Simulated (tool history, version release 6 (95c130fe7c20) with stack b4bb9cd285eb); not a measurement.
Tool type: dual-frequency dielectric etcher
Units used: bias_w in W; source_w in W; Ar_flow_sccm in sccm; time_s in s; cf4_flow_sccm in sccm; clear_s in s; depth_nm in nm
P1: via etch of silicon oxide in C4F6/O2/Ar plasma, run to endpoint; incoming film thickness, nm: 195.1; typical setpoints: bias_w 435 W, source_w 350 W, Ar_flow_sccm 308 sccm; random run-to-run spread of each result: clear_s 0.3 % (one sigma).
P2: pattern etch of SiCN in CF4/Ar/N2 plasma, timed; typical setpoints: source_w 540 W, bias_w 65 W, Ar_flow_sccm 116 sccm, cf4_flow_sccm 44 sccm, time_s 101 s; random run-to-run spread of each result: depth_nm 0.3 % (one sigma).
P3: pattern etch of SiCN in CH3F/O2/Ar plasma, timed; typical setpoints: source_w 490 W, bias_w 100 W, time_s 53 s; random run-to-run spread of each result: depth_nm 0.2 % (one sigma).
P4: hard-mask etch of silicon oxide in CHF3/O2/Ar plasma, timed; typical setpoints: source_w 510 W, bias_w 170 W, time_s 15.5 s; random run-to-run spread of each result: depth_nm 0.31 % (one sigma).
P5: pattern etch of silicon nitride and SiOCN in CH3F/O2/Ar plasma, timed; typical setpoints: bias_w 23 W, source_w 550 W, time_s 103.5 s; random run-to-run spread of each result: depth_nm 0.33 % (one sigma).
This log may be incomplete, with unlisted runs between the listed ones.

run	hour	process	bias_w	source_w	Ar_flow_sccm	time_s	cf4_flow_sccm	hours since the last wet clean	hours since the last bias power generator calibration	hours since the last source power generator calibration	hours since the last Ar flow controller change	clear_s	depth_nm
1	8	P1	435	350	308			349.4	187.7	672.9	2753.9	48.837	
2	15.2	P1	435	480	416			356.6	194.9	680.1	2761.1	45.106	
3	23.8	P5	13	550		103.5		365.2	203.5	688.7	2769.7		12.178
4	30.8	P1	435	220	366			372.2	210.5	695.7	2776.7	59.135	
5	38	P1	435	350	308			379.4	217.7	702.9	2783.9	48.622	
6	45.6	P4	170	510		15.5		387	225.3	710.5	2791.5		28.359
7	58.3	P2	65	540	116	76.5	44	399.7	238	723.2	2804.2		67.058
8	68.9	P3	100	490		53		410.3	248.6	733.8	2814.8		23.253
9	76.5	P4	170	510		22.5		417.9	256.2	741.4	2822.4		41.558
10	85.3	P4	170	350		15.5		426.7	265	750.2	2831.2		24.622
11	97.7	P1	289	350	308			439.1	277.4	762.6	2843.6	56.312	
12	103.6	P1	435	350	308			445	283.3	768.5	2849.5	48.876	
13	110.1	P4	129	510		15.5		451.5	289.8	775	2856		26.065
14	119.9	P2	65	650	116	101	44	461.3	299.6	784.8	2865.8		103.43
15	130.1	P2	65	540	116	101	44	471.5	309.8	795	2876		87.928
16	137.5	P4	170	510		15.5		478.9	317.2	802.4	2883.4		28.239
17	148.5	P1	526	350	308			489.9	328.2	813.4	2894.4	45.454	
18	154.4	P2	80	540	116	101	44	495.8	334.1	819.3	2900.3		95.395
19	162.6	P5	23	550		103.5		504	342.3	827.5	2908.5		15.303
20	169.4	P2	65	540	89	101	44	510.8	349.1	834.3	2915.3		92.164
21	178.3	P1	435	350	239			519.7	358	843.2	2924.2	47.381	
# hour 184.2: Ar flow controller replaced
22	189.7	P1	435	350	308			531.1	369.4	854.6	5.6	48.663	
23	197.1	P1	435	430	308			538.5	376.8	862	13	44.986	
24	206.8	P1	435	350	433			548.2	386.5	871.7	22.7	50.842	
25	216.1	P5	23	550		103.5		557.5	395.8	881	32		15.301
26	228	P5	23	550		67.5		569.4	407.7	892.9	43.9		9.965
27	238.6	P3	100	490		30.5		580	418.3	903.5	54.5		13.417
28	250.7	P3	100	300		53		592.1	430.4	915.6	66.6		19.504
29	259.7	P5	23	760		103.5		601.1	439.4	924.6	75.6		17.197
30	271.7	P1	435	290	410			613.1	451.4	936.6	87.6	54.131	
31	284	P3	78	490		53		625.4	463.7	948.9	99.9		21.299
32	293.2	P2	65	540	116	101	34	634.6	472.9	958.1	109.1		84.515
33	299.9	P1	435	250	308			641.3	479.6	964.8	115.8	55.001	
34	311.2	P1	435	350	308			652.6	490.9	976.1	127.1	48.864	
35	323.2	P1	435	350	308			664.6	502.9	988.1	139.1	48.433	
36	330.4	P1	435	350	308			671.8	510.1	995.3	146.3	48.379	
37	337.9	P1	435	350	308			679.3	517.6	1002.8	153.8	48.221	
38	347.4	P1	435	350	308			688.8	527.1	1012.3	163.3	47.951	
39	354.8	P1	435	350	308			696.2	534.5	1019.7	170.7	47.937	
# hour 359.2: Ar flow controller replaced
# hour 365.2: wet clean of the chamber
40	366.5	P1	435	350	308			1.3	546.2	1031.4	7.3	47.943	
41	378.1	P1	435	350	308			12.9	557.8	1043	18.9	47.902	
42	387.6	P1	435	350	308			22.4	567.3	1052.5	28.4	48.201	

P1 no longer gives what it gave before; its output has crept away from where it was. The following 2 causes, each at its listed size, fit the log equally well:
A: source power that arrives over what is set, % = 4.13
B: bias power that arrives over what is set, % = 4.13
The creep began at about hour 311.2.
Ruled out, with reasons:
chamber walls in a state that raises the etch rate, %: serviced after onset, at hour 365.2, with no recovery of the prior output
Ar flow that arrives under what is set, %: serviced after onset, at hour 359.2, with no recovery of the prior output

The list below offers 4 check runs, each averaging the results of 2 wafers, and shows each result as a question mark. For which of them would the listed causes give clearly different results?
check 1	397.1	P5	23	550		103.5							?
check 2	397.1	P3	100	490		53							?
check 3	397.1	P2	65	540	116	101	44						?
check 4	397.1	P4	170	510		15.5							?

Predicted outcomes, by check and by cause:
check	result	if A	if B
check 1	depth_nm	15.532	15.59
check 2	depth_nm	23.672	23.675
check 3	depth_nm	91.334	89.515
check 4	depth_nm	28.884	28.831
Smallest distance between any two causes, each pair judged by its most separating result, in per cent: check 1 0.37 %; check 2 0.01 %; check 3 2.01 %; check 4 0.18 %
Of the check runs offered, only check 3 discriminates between the causes; the rest would read about the same regardless of which cause applies.

Check 3 has now been run. It gave: depth_nm 91.418 nm. Which of the candidate causes is it?

It was cause A: source power that arrives over what is set, %.
